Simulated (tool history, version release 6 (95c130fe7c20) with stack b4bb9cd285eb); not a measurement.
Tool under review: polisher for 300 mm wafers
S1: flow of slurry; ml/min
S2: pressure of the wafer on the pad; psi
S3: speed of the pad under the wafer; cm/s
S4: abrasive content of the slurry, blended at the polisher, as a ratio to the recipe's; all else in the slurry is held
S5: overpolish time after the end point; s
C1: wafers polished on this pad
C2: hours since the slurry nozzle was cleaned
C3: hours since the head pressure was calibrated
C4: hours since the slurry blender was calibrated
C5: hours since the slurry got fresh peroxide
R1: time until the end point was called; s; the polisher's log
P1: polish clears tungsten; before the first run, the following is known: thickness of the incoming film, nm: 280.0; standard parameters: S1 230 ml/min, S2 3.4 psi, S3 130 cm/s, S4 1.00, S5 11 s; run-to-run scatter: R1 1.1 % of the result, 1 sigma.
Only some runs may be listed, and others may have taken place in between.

| run | hour | S1 | S2 | S3 | S4 | S5 | C1 | C2 | C3 | C4 | C5 | R1 |
|---|---|---|---|---|---|---|---|---|---|---|---|---|
| 1 | 11.7 | 230 | 3.4 | 130 | 1.00 | 11 | 860 | 119.7 | 458.3 | 36.3 | 65.6 | 48.571 |
| 2 | 23.4 | 230 | 3.4 | 206 | 1.00 | 11 | 953 | 131.4 | 470.0 | 48.0 | 77.3 | 30.334 |
| 3 | 31.8 | 230 | 3.4 | 130 | 1.40 | 11 | 1021 | 139.8 | 478.4 | 56.4 | 85.7 | 45.570 |
|  | 47.0 | slurry nozzle cleaned |
| 4 | 48.6 | 140 | 3.4 | 130 | 1.00 | 11 | 1155 | 1.6 | 495.2 | 73.2 | 102.5 | 52.138 |
| 5 | 65.9 | 365 | 3.4 | 130 | 1.00 | 11 | 1294 | 18.9 | 512.5 | 90.5 | 119.8 | 47.651 |
| 6 | 83.0 | 140 | 3.4 | 130 | 0.75 | 11 | 1431 | 36.0 | 529.6 | 107.6 | 136.9 | 56.655 |
| 7 | 100.9 | 230 | 2.3 | 130 | 1.00 | 11 | 1575 | 53.9 | 547.5 | 125.5 | 154.8 | 71.375 |
| 8 | 117.9 | 230 | 3.4 | 130 | 1.00 | 11 | 1711 | 70.9 | 564.5 | 142.5 | 171.8 | 48.432 |
| 9 | 127.8 | 230 | 3.4 | 130 | 1.00 | 11 | 1790 | 80.8 | 574.4 | 152.4 | 181.7 | 48.033 |
| 10 | 140.4 | 230 | 4.6 | 130 | 1.00 | 11 | 1891 | 93.4 | 587.0 | 165.0 | 194.3 | 35.858 |
| 11 | 150.4 | 230 | 3.4 | 130 | 1.00 | 20 | 1972 | 103.4 | 597.0 | 175.0 | 204.3 | 48.529 |
| 12 | 165.6 | 230 | 3.4 | 130 | 1.00 | 11 | 2094 | 118.6 | 612.2 | 190.2 | 219.5 | 48.065 |
|  | 177.7 | slurry blender recalibrated |
| 13 | 178.7 | 230 | 3.4 | 130 | 1.00 | 3 | 2199 | 131.7 | 625.3 | 1.0 | 232.6 | 48.909 |
| 14 | 197.5 | 230 | 3.4 | 130 | 1.00 | 11 | 2349 | 150.5 | 644.1 | 19.8 | 251.4 | 48.915 |
| 15 | 207.8 | 230 | 3.4 | 70 | 1.00 | 11 | 2432 | 160.8 | 654.4 | 30.1 | 261.7 | 89.492 |
| 16 | 217.7 | 310 | 3.4 | 130 | 1.35 | 11 | 2511 | 170.7 | 664.3 | 40.0 | 271.6 | 44.087 |
| 17 | 236.8 | 230 | 3.4 | 130 | 0.55 | 11 | 2664 | 189.8 | 683.4 | 59.1 | 290.7 | 55.228 |
| 18 | 245.7 | 230 | 3.4 | 130 | 1.00 | 11 | 2736 | 198.7 | 692.3 | 68.0 | 299.6 | 48.834 |
| 19 | 254.1 | 230 | 3.4 | 130 | 1.00 | 11 | 2803 | 207.1 | 700.7 | 76.4 | 308.0 | 48.998 |

The next listed run, before its measurement:
| 20 | 265.2 | 230 | 3.4 | 130 | 1.00 | 11 | 2892 | 218.2 | 711.8 | 87.5 | 319.1 | ? |

{"run 20": {"R1": 49.311}}
